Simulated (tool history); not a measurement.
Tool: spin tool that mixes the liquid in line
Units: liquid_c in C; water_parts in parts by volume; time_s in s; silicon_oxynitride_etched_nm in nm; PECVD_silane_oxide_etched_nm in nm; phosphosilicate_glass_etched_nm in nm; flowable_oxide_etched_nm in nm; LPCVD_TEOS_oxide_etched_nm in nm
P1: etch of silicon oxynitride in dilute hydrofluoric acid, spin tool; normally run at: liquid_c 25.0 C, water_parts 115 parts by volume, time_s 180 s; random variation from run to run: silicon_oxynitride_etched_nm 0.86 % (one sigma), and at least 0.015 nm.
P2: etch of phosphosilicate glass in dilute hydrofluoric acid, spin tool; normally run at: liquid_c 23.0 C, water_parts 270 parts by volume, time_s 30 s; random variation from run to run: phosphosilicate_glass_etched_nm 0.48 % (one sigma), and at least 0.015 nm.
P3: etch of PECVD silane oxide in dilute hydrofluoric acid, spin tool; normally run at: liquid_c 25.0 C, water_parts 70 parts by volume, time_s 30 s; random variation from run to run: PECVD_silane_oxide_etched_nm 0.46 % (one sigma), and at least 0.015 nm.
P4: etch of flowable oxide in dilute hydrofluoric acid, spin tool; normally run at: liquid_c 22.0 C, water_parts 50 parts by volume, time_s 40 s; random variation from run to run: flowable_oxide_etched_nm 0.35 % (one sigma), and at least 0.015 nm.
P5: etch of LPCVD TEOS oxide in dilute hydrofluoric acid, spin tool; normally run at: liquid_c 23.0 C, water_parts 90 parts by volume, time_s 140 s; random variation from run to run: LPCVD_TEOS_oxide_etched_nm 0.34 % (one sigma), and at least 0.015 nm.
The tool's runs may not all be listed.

run   hour  process  liquid_c  water_parts  time_s  hours since the thermometer was replaced  hours since the hydrofluoric acid flow meter was replaced  silicon_oxynitride_etched_nm  PECVD_silane_oxide_etched_nm  phosphosilicate_glass_etched_nm  flowable_oxide_etched_nm  LPCVD_TEOS_oxide_etched_nm
  1   13.0       P1      25.0          115     180                                    1118.3                                                     1047.9                        2.3369
  2   23.3       P3      25.0           70      30                                    1128.6                                                     1058.2                                                      9.8895
  3   29.9       P1      25.0          175      65                                    1135.2                                                     1064.8                        0.5329
  4   37.3       P2      23.0          270      30                                    1142.6                                                     1072.2                                                                                       6.8614
  5   47.1       P3      25.0          125      30                                    1152.4                                                     1082.0                                                      5.2006
  6   58.4       P2      17.0          270      30                                    1163.7                                                     1093.3                                                                                       5.5298
  7   71.8       P1      25.0           30     180                                    1177.1                                                     1106.7                        9.5554
  8   79.3       P4      22.0           25      40                                    1184.6                                                     1114.2                                                                                                                48.6430
  9   85.9       P1      25.0          200     180                                    1191.2                                                     1120.8                        1.2441
 10   94.1       P5      23.0           40     140                                    1199.4                                                     1129.0                                                                                                                                            104.920
 11  100.4       P4      30.5           50      40                                    1205.7                                                     1135.3                                                                                                                32.9870
 12  113.3       P1      25.0          115     180                                    1218.6                                                     1148.2                        2.3177
 13  123.5       P3      25.0           70      60                                    1228.8                                                     1158.4                                                     19.7780
 14  132.5       P1      28.5          115     255                                    1237.8                                                     1167.4                        3.9133
 15  145.1       P2      23.0          455      30                                    1250.4                                                     1180.0                                                                                       3.4660
 16  152.5       P2      23.0          270      65                                    1257.8                                                     1187.4                                                                                      15.0060
 17  162.9       P1      30.0          115     180                                    1268.2                                                     1197.8                        2.9957
     169.3  -- thermometer replaced
 18  174.2       P3      21.0           70      30                                       5.0                                                     1209.1                                                      8.4762
 19  180.5       P5      23.0           90     140                                      11.3                                                     1215.4                                                                                                                                             44.068
 20  190.7       P1      25.0          115     180                                      21.5                                                     1225.6                        2.3156
 21  196.9       P4      22.0           50      40                                      27.7                                                     1231.8                                                                                                                23.4300
 22  203.5       P5      23.0           90     225                                      34.3                                                     1238.4                                                                                                                                             70.548

Forecast run 23:
 23  216.0       P4      22.0           50      15                                      46.8                                                     1250.9                                                                                                                      ?

flowable_oxide_etched_nm: 8.8315 nm
